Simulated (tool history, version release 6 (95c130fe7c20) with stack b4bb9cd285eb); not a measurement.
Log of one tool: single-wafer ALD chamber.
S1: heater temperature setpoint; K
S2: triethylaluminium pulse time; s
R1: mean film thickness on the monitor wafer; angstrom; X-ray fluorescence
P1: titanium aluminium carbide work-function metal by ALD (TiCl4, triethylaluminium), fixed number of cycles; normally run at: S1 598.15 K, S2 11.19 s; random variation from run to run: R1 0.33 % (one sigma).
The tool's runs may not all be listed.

run,hour,S1,S2,R1
1,4.4,598.15,11.19,22.513
2,9.5,598.15,11.19,22.658
3,14.4,598.15,11.19,22.499
4,19.0,598.15,17.15,22.922
5,25.3,613.15,11.19,23.712
6,30.9,598.15,4.70,18.474
7,36.0,576.15,11.19,20.523
8,40.3,617.15,7.07,22.767
9,47.7,609.15,7.46,22.295
# hour 51.4: thermocouple changed; heater temperature recalibrated
10,54.4,598.15,11.19,22.410
# hour 55.3: triethylaluminium bottle replaced
11,59.7,598.15,11.19,22.557
12,66.5,598.15,11.19,22.573
13,71.4,598.15,11.19,22.242
14,78.4,598.15,11.19,22.388
15,82.7,598.15,11.19,22.233
16,89.9,598.15,11.19,22.214
17,97.1,598.15,11.19,22.131
18,105.6,598.15,11.19,22.057
19,109.7,598.15,11.19,22.034
20,114.4,598.15,11.19,21.962

The next listed run, before its measurement:
21,122.0,598.15,11.19,?

R1: 22.078 angstrom
